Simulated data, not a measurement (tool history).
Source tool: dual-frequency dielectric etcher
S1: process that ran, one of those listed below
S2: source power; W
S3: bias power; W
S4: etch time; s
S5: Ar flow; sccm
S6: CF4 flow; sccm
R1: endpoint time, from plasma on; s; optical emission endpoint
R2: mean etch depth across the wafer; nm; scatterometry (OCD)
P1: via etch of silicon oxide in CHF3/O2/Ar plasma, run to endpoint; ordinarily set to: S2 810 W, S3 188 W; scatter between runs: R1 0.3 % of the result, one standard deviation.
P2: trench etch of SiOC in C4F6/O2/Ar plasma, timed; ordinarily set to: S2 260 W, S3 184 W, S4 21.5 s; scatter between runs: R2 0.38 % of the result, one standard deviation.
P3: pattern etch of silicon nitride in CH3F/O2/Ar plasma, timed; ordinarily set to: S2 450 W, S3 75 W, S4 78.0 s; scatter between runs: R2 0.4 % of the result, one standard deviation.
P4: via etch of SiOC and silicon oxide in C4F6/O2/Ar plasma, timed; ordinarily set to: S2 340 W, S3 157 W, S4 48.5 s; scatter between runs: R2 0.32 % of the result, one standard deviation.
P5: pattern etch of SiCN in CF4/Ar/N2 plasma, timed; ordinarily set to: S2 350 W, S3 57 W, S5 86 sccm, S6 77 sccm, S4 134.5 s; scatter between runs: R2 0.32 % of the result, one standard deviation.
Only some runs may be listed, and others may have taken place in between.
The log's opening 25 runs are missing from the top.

run    day  S1   S2   S3     S4  S5  S6      R1       R2
 26  5.229  P5  350   57  134.5  86  95           91.129
 27  5.500  P3  320   75   78.0                   51.441
 28  5.771  P4  340  157   48.5                   50.324
 29  5.988  P5  350   37  134.5  86  77           78.057
 30  6.112  P5  350   57  192.0  86  77          127.240
 31  6.379  P1  810  188                 232.58
 32  6.596  P1  810  188                 232.97
 33  6.854  P1  810  188                 229.81
 34  7.038  P1  810  188                 229.87
     7.125  -- wet clean of the chamber
 35  7.271  P1  810  188                 230.86
 36  7.388  P1  810  188                 228.53

Estimate the outcome of run 37 from the log above:
 37  7.554  P1  810  188               ?

For run 37 the tool returned R1 230.49 s.
